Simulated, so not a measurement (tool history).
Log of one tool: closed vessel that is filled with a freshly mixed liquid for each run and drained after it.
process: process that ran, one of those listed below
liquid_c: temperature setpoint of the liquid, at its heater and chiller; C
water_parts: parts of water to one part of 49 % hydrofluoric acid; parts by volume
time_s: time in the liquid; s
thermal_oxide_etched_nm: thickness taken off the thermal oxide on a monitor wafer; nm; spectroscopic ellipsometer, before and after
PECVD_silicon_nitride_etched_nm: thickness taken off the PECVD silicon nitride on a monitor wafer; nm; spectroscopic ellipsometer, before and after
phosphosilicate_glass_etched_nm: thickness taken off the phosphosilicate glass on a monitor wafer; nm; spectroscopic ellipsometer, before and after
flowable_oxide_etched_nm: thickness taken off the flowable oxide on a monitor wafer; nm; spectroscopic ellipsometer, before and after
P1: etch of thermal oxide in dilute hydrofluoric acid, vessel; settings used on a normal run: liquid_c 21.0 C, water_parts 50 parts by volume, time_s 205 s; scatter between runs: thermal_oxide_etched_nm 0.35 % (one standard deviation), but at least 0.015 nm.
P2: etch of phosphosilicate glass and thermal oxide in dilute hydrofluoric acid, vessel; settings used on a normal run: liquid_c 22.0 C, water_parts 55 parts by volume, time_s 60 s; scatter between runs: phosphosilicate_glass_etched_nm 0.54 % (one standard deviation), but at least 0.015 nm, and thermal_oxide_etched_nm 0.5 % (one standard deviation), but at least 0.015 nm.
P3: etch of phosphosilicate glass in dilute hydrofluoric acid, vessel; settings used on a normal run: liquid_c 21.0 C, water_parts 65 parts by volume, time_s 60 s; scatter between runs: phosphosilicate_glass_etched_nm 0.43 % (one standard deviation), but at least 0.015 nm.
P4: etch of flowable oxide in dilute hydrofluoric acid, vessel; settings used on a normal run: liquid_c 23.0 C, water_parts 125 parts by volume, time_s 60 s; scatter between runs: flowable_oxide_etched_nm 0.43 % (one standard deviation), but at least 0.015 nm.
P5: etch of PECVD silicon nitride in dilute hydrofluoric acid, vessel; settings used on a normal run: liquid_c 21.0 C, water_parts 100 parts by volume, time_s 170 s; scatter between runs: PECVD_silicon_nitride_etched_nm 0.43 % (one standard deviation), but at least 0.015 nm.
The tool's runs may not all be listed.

run,hour,process,liquid_c,water_parts,time_s,hours since the thermometer was replaced,hours since the hydrofluoric acid flow meter was replaced,thermal_oxide_etched_nm,PECVD_silicon_nitride_etched_nm,phosphosilicate_glass_etched_nm,flowable_oxide_etched_nm
1,11.8,P1,21.0,50,205,568.9,1234.3,18.3250,,,
2,19.6,P1,21.0,50,95,576.7,1242.1,8.4950,,,
3,29.9,P5,28.5,100,170,587.0,1252.4,,12.7570,,
4,43.4,P2,26.5,55,60,600.5,1265.9,6.3668,,251.730,
5,58.6,P3,21.0,65,60,615.7,1281.1,,,79.980,
# hour 65.8: thermometer replaced
6,66.9,P2,22.0,55,30,1.1,1289.4,2.6341,,104.240,
7,76.2,P3,21.0,65,60,10.4,1298.7,,,79.222,
8,88.4,P2,22.0,55,60,22.6,1310.9,5.3064,,209.500,
9,97.5,P1,17.0,50,205,31.7,1320.0,15.4630,,,
10,113.5,P1,21.0,50,205,47.7,1336.0,18.3430,,,
11,126.6,P4,23.0,125,60,60.8,1349.1,,,,15.4170
12,138.5,P1,17.0,50,30,72.7,1361.0,2.2660,,,
13,146.2,P1,21.0,50,205,80.4,1368.7,18.3360,,,
14,158.7,P3,26.0,65,60,92.9,1381.2,,,97.398,
15,173.7,P1,27.5,50,205,107.9,1396.2,23.8410,,,
16,184.6,P1,21.0,20,205,118.8,1407.1,47.8390,,,
17,194.5,P4,23.0,35,60,128.7,1417.0,,,,61.3580
18,208.1,P3,21.0,20,60,142.3,1430.6,,,271.870,
19,217.7,P5,21.0,100,265,151.9,1440.2,,12.0800,,
20,231.6,P4,27.0,125,60,165.8,1454.1,,,,17.9900
21,245.6,P1,21.0,50,410,179.8,1468.1,36.9140,,,
22,258.4,P5,21.0,170,170,192.6,1480.9,,4.6419,,
23,267.8,P1,21.0,50,205,202.0,1490.3,18.2840,,,
24,281.5,P4,23.0,125,30,215.7,1504.0,,,,7.7623
25,295.6,P4,23.0,125,60,229.8,1518.1,,,,15.4350
26,311.3,P1,21.0,70,205,245.5,1533.8,12.8760,,,
27,324.7,P3,21.0,65,95,258.9,1547.2,,,125.930,
28,333.6,P2,22.0,85,60,267.8,1556.1,3.3333,,129.500,
29,347.2,P1,21.0,50,205,281.4,1569.7,18.2260,,,
30,354.5,P5,21.0,100,170,288.7,1577.0,,7.7692,,
31,364.7,P1,21.0,50,205,298.9,1587.2,18.2560,,,
32,376.5,P2,22.0,55,60,310.7,1599.0,5.3269,,209.760,
33,383.8,P1,21.0,50,205,318.0,1606.3,18.3290,,,
34,391.3,P1,21.0,50,205,325.5,1613.8,18.8800,,,
35,400.2,P1,21.0,50,205,334.4,1622.7,19.2300,,,
36,408.6,P1,21.0,50,205,342.8,1631.1,19.5330,,,
37,418.5,P1,21.0,50,205,352.7,1641.0,19.6620,,,
38,427.2,P1,21.0,50,205,361.4,1649.7,19.6240,,,
39,437.9,P1,21.0,50,205,372.1,1660.4,19.8560,,,
40,451.3,P1,21.0,50,205,385.5,1673.8,19.8540,,,

What P1 gives has crept off from where it sat before. The 2 causes that follow fit the log equally well, each at the size noted:
A: liquid hotter than its thermometer reads (K) = 1.82
B: hydrofluoric acid flow above the setpoint (%) = 7.42
Onset of the creep was near hour 383.8.

Which of the 4 check runs listed below separates the causes, so that each cause would produce a clearly different result? Each run uses one wafer, and its results are marked with question marks.
check 1,464.7,P3,21.0,65,60,,,,,?,
check 2,464.7,P4,23.0,125,60,,,,,,?
check 3,464.7,P5,21.0,100,170,,,,?,,
check 4,464.7,P2,22.0,55,60,,,?,,?,

Expected result of each check under each candidate cause:
check,result,if A,if B
check 1,phosphosilicate_glass_etched_nm,85.917,86.064
check 2,flowable_oxide_etched_nm,16.5110,16.6890
check 3,PECVD_silicon_nitride_etched_nm,8.8358,8.3887
check 4,thermal_oxide_etched_nm,5.7161,5.7224
check 4,phosphosilicate_glass_etched_nm,225.810,226.060
Gap, in per cent, between the two causes that each check separates least, read from the result that separates them most: check 1 0.17 %; check 2 1.07 %; check 3 5.19 %; check 4 0.11 %
Check 3 is the one run that separates the causes; every other check would come out nearly the same whichever cause is at work.

Check 3 has now been run. It gave: PECVD_silicon_nitride_etched_nm 8.8872 nm. Which of the candidate causes is it?

The correct cause is A, namely: liquid hotter than its thermometer reads (K).
